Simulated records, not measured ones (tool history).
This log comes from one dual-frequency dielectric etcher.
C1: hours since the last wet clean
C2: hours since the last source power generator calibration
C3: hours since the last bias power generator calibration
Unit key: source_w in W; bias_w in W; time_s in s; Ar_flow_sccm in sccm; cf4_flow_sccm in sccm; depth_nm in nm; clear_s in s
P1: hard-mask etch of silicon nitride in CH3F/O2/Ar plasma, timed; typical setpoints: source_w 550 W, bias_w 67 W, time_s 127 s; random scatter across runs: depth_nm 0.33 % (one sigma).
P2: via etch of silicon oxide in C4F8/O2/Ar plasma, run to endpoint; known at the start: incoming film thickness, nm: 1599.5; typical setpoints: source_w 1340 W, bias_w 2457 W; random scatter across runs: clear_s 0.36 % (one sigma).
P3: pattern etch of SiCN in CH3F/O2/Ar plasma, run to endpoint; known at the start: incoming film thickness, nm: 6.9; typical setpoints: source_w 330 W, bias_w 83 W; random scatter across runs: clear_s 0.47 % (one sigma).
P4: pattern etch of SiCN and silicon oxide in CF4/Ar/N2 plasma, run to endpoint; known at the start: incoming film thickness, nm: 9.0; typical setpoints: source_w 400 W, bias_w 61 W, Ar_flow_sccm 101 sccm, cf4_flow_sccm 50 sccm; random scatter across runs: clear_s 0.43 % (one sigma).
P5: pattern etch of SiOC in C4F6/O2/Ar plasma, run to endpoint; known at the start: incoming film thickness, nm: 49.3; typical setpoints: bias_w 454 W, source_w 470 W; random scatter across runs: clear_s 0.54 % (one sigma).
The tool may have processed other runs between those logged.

run 1 hour=10.3 | process=P1 source_w=550 bias_w=67 time_s=127 | C1=216.7 C2=1138.2 C3=412.9 | depth_nm=99.151
run 2 hour=17.4 | process=P5 source_w=470 bias_w=454 | C1=223.8 C2=1145.3 C3=420 | clear_s=16.626
run 3 hour=29.9 | process=P4 source_w=400 bias_w=36 Ar_flow_sccm=101 cf4_flow_sccm=50 | C1=236.3 C2=1157.8 C3=432.5 | clear_s=16.359
run 4 hour=39.6 | process=P3 source_w=410 bias_w=83 | C1=246 C2=1167.5 C3=442.2 | clear_s=17.494
run 5 hour=50.6 | process=P1 source_w=550 bias_w=44 time_s=127 | C1=257 C2=1178.5 C3=453.2 | depth_nm=86.399
run 6 hour=64.3 | process=P4 source_w=300 bias_w=61 Ar_flow_sccm=101 cf4_flow_sccm=50 | C1=270.7 C2=1192.2 C3=466.9 | clear_s=17.371
run 7 hour=76.8 | process=P1 source_w=550 bias_w=67 time_s=127 | C1=283.2 C2=1204.7 C3=479.4 | depth_nm=98.792
run 8 hour=91.9 | process=P5 source_w=660 bias_w=454 | C1=298.3 C2=1219.8 C3=494.5 | clear_s=14.682
run 9 hour=107.5 | process=P5 source_w=470 bias_w=454 | C1=313.9 C2=1235.4 C3=510.1 | clear_s=16.708
run 10 hour=122.2 | process=P1 source_w=550 bias_w=67 time_s=127 | C1=328.6 C2=1250.1 C3=524.8 | depth_nm=98.983
run 11 hour=136 | process=P1 source_w=550 bias_w=85 time_s=180.5 | C1=342.4 C2=1263.9 C3=538.6 | depth_nm=153.14
run 12 hour=151.4 | process=P4 source_w=400 bias_w=61 Ar_flow_sccm=101 cf4_flow_sccm=50 | C1=357.8 C2=1279.3 C3=554 | clear_s=13.679
run 13 hour=159.4 | process=P1 source_w=550 bias_w=89 time_s=127 | C1=365.8 C2=1287.3 C3=562 | depth_nm=109.4
run 14 hour=175.3 | process=P1 source_w=550 bias_w=67 time_s=127 | C1=381.7 C2=1303.2 C3=577.9 | depth_nm=98.593
run 15 hour=188.4 | process=P3 source_w=330 bias_w=116 | C1=394.8 C2=1316.3 C3=591 | clear_s=16.725
run 16 hour=200.6 | process=P3 source_w=330 bias_w=83 | C1=407 C2=1328.5 C3=603.2 | clear_s=19.027
run 17 hour=215.8 | process=P2 source_w=1340 bias_w=1491 | C1=422.2 C2=1343.7 C3=618.4 | clear_s=404.41
run 18 hour=222.8 | process=P1 source_w=690 bias_w=67 time_s=127 | C1=429.2 C2=1350.7 C3=625.4 | depth_nm=108.46
run 19 hour=234.8 | process=P1 source_w=550 bias_w=85 time_s=85 | C1=441.2 C2=1362.7 C3=637.4 | depth_nm=71.443
run 20 hour=242.9 | process=P4 source_w=400 bias_w=61 Ar_flow_sccm=101 cf4_flow_sccm=70 | C1=449.3 C2=1370.8 C3=645.5 | clear_s=12.901
run 21 hour=254.6 | process=P2 source_w=1750 bias_w=2457 | C1=461 C2=1382.5 C3=657.2 | clear_s=314.02
run 22 hour=262 | process=P4 source_w=400 bias_w=61 Ar_flow_sccm=101 cf4_flow_sccm=50 | C1=468.4 C2=1389.9 C3=664.6 | clear_s=13.712
run 23 hour=277.9 | process=P1 source_w=550 bias_w=67 time_s=92.5 | C1=484.3 C2=1405.8 C3=680.5 | depth_nm=72.153
run 24 hour=286.4 | process=P2 source_w=1340 bias_w=2457 | C1=492.8 C2=1414.3 C3=689 | clear_s=347.98
run 25 hour=299.1 | process=P5 source_w=470 bias_w=563 | C1=505.5 C2=1427 C3=701.7 | clear_s=15.294

The next listed run, before its measurement:
run 26 hour=314.6 | process=P3 source_w=330 bias_w=83 | C1=521 C2=1442.5 C3=717.2 | clear_s=?

Run 26 produced clear_s 19.153 s.

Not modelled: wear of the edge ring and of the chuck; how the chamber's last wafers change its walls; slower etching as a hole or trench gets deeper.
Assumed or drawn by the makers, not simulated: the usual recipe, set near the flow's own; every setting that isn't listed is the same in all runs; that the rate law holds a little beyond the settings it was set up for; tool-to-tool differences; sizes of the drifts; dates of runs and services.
